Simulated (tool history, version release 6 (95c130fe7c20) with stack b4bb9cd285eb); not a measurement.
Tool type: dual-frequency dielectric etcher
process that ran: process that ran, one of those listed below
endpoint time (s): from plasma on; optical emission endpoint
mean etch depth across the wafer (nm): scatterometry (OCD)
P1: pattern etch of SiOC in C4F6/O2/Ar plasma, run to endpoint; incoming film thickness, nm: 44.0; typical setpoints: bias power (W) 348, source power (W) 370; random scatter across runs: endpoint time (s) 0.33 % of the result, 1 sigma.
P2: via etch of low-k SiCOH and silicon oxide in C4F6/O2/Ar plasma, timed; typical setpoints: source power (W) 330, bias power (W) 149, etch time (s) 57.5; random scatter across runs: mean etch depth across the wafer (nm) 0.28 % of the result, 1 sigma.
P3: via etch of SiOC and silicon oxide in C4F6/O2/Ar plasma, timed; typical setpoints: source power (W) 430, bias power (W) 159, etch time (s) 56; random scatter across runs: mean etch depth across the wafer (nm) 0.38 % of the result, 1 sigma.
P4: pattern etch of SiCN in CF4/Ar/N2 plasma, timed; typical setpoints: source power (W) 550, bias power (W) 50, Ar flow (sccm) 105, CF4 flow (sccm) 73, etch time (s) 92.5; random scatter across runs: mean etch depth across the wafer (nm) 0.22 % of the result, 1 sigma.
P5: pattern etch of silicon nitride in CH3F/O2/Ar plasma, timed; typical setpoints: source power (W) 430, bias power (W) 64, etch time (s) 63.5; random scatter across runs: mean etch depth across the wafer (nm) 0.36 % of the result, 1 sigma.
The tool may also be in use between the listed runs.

run	day	process that ran	bias power (W)	source power (W)	etch time (s)	Ar flow (sccm)	CF4 flow (sccm)	hours since the last wet clean	hours since the last bias power generator calibration	hours since the last source power generator calibration	endpoint time (s)	mean etch depth across the wafer (nm)
1	0.429	P1	348	370				270.8	295.4	344.8	17.202	
2	0.858	P1	348	470				281.1	305.7	355.1	15.742	
3	1.542	P1	348	370				297.5	322.1	371.5	17.105	
4	1.929	P5	52	430	63.5			306.8	331.4	380.8		40.893
5	2.608	P1	348	370				323.1	347.7	397.1	17.192	
6	3.083	P4	50	550	92.5	105	46	334.5	359.1	408.5		80.624
7	3.446	P1	449	370				343.2	367.8	417.2	15.641	
8	4.088	P4	50	380	92.5	105	73	358.6	383.2	432.6		62.959
9	4.475	P4	50	550	92.5	105	73	367.9	392.5	441.9		87.309
10	5.088	P2	149	330	39.5			382.6	407.2	456.6		94.209
11	5.642	P1	348	370				395.9	420.5	469.9	17.143	
12	6.083	P1	283	270				406.5	431.1	480.5	20.781	
13	6.562	P1	237	500				418	442.6	492	17.396	
14	7.133	P2	149	230	57.5			431.7	456.3	505.7		119.05
# day 7.233: wet clean of the chamber
15	7.704	P1	221	370				11.4	470	519.4	20.048	
16	8.275	P5	64	590	63.5			25.1	483.7	533.1		49.618
17	8.871	P2	149	330	57.5			39.4	498	547.4		137.46
18	9.446	P3	159	570	56			53.2	511.8	561.2		70.949
19	9.879	P4	50	550	92.5	79	73	63.6	522.2	571.6		91.611
20	10.488	P3	97	430	56			78.2	536.8	586.2		55.218
21	11.15	P5	64	430	44			94.1	552.7	602.1		30.252
22	11.842	P5	64	430	63.5			110.7	569.3	618.7		44.044
23	12.267	P4	50	550	118.5	105	73	120.9	579.5	628.9		112.17
24	12.933	P3	159	430	41			136.9	595.5	644.9		46.967
25	13.358	P1	348	370				147.1	605.7	655.1	17.169	
26	13.667	P5	64	430	63.5			154.5	613.1	662.5		43.886
27	14.021	P3	159	430	56			163	621.6	671		64.479

For run 28, what comes out?
28	14.492	P1	348	370				174.3	632.9	682.3	?	

Run 28 gave endpoint time (s) 17.203.
